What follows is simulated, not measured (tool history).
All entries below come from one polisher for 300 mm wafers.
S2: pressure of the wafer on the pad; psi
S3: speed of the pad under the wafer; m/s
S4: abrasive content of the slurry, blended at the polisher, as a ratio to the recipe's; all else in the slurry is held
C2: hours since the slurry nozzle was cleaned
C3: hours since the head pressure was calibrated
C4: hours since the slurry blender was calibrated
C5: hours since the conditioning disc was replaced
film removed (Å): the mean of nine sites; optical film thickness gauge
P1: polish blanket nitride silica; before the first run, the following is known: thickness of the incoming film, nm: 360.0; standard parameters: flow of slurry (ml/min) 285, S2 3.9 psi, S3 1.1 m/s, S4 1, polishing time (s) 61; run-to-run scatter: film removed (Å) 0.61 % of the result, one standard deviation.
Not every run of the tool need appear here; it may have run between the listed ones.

run 1 day=0.108 | flow_of_slurry_(ml/min)=285 S2=3.9 S3=1.1 S4=1 polishing_time_(s)=61 | wafers_polished_on_this_pad=558 C2=131.3 C3=822.9 C4=202.9 C5=255.7 | film_removed_(Å)=469.47
run 2 day=0.238 | flow_of_slurry_(ml/min)=285 S2=3.9 S3=1.1 S4=1 polishing_time_(s)=61 | wafers_polished_on_this_pad=596 C2=134.4 C3=826 C4=206 C5=258.8 | film_removed_(Å)=472.62
run 3 day=0.433 | flow_of_slurry_(ml/min)=285 S2=3.9 S3=1.1 S4=1 polishing_time_(s)=61 | wafers_polished_on_this_pad=654 C2=139.1 C3=830.7 C4=210.7 C5=263.5 | film_removed_(Å)=467.12
run 4 day=0.579 | flow_of_slurry_(ml/min)=285 S2=3.9 S3=1.1 S4=1 polishing_time_(s)=80 | wafers_polished_on_this_pad=698 C2=142.6 C3=834.2 C4=214.2 C5=267 | film_removed_(Å)=616.19
run 5 day=0.775 | flow_of_slurry_(ml/min)=285 S2=3.9 S3=1.1 S4=1.35 polishing_time_(s)=61 | wafers_polished_on_this_pad=756 C2=147.3 C3=838.9 C4=218.9 C5=271.7 | film_removed_(Å)=537.75
run 6 day=0.954 | flow_of_slurry_(ml/min)=285 S2=3.9 S3=0.5 S4=1 polishing_time_(s)=61 | wafers_polished_on_this_pad=809 C2=151.6 C3=843.2 C4=223.2 C5=276 | film_removed_(Å)=247.88
run 7 day=1.092 | flow_of_slurry_(ml/min)=170 S2=3.9 S3=1.1 S4=1 polishing_time_(s)=61 | wafers_polished_on_this_pad=850 C2=154.9 C3=846.5 C4=226.5 C5=279.3 | film_removed_(Å)=439.63
run 8 day=1.2 | flow_of_slurry_(ml/min)=420 S2=3.9 S3=1.1 S4=1 polishing_time_(s)=61 | wafers_polished_on_this_pad=882 C2=157.5 C3=849.1 C4=229.1 C5=281.9 | film_removed_(Å)=480.22
run 9 day=1.375 | flow_of_slurry_(ml/min)=285 S2=1.9 S3=1.1 S4=1 polishing_time_(s)=61 | wafers_polished_on_this_pad=935 C2=161.7 C3=853.3 C4=233.3 C5=286.1 | film_removed_(Å)=230.49
run 10 day=1.508 | flow_of_slurry_(ml/min)=285 S2=3.9 S3=1.1 S4=0.55 polishing_time_(s)=61 | wafers_polished_on_this_pad=974 C2=164.9 C3=856.5 C4=236.5 C5=289.3 | film_removed_(Å)=343.24
run 11 day=1.671 | flow_of_slurry_(ml/min)=285 S2=3.9 S3=1.1 S4=1 polishing_time_(s)=61 | wafers_polished_on_this_pad=1023 C2=168.8 C3=860.4 C4=240.4 C5=293.2 | film_removed_(Å)=474.85
-- day=1.742 conditioning disc replaced and pad reconditioned
run 12 day=1.8 | flow_of_slurry_(ml/min)=185 S2=2.5 S3=1.1 S4=1 polishing_time_(s)=61 | wafers_polished_on_this_pad=1061 C2=171.9 C3=863.5 C4=243.5 C5=1.4 | film_removed_(Å)=284.55
run 13 day=1.917 | flow_of_slurry_(ml/min)=285 S2=3.9 S3=1.1 S4=1 polishing_time_(s)=61 | wafers_polished_on_this_pad=1096 C2=174.7 C3=866.3 C4=246.3 C5=4.2 | film_removed_(Å)=475.89
run 14 day=2.042 | flow_of_slurry_(ml/min)=285 S2=6.2 S3=1.1 S4=1 polishing_time_(s)=61 | wafers_polished_on_this_pad=1133 C2=177.7 C3=869.3 C4=249.3 C5=7.2 | film_removed_(Å)=745.54
run 15 day=2.196 | flow_of_slurry_(ml/min)=285 S2=3.9 S3=1.1 S4=1 polishing_time_(s)=61 | wafers_polished_on_this_pad=1179 C2=181.4 C3=873 C4=253 C5=10.9 | film_removed_(Å)=469.24
run 16 day=2.367 | flow_of_slurry_(ml/min)=285 S2=3.9 S3=1.74 S4=1 polishing_time_(s)=61 | wafers_polished_on_this_pad=1230 C2=185.5 C3=877.1 C4=257.1 C5=15 | film_removed_(Å)=683
run 17 day=2.525 | flow_of_slurry_(ml/min)=285 S2=3.9 S3=1.1 S4=1 polishing_time_(s)=44 | wafers_polished_on_this_pad=1277 C2=189.3 C3=880.9 C4=260.9 C5=18.8 | film_removed_(Å)=340.32
run 18 day=2.7 | flow_of_slurry_(ml/min)=285 S2=3.9 S3=1.1 S4=1 polishing_time_(s)=61 | wafers_polished_on_this_pad=1329 C2=193.5 C3=885.1 C4=265.1 C5=23 | film_removed_(Å)=467.55
run 19 day=2.883 | flow_of_slurry_(ml/min)=285 S2=3.9 S3=1.1 S4=1 polishing_time_(s)=61 | wafers_polished_on_this_pad=1384 C2=197.9 C3=889.5 C4=269.5 C5=27.4 | film_removed_(Å)=451.43
run 20 day=2.979 | flow_of_slurry_(ml/min)=285 S2=3.9 S3=1.1 S4=1 polishing_time_(s)=61 | wafers_polished_on_this_pad=1412 C2=200.2 C3=891.8 C4=271.8 C5=29.7 | film_removed_(Å)=451.02

Forecast run 21:
run 21 day=3.083 | flow_of_slurry_(ml/min)=285 S2=3.9 S3=1.1 S4=1 polishing_time_(s)=61 | wafers_polished_on_this_pad=1443 C2=202.7 C3=894.3 C4=274.3 C5=32.2 | film_removed_(Å)=?

film removed (Å): 442.45
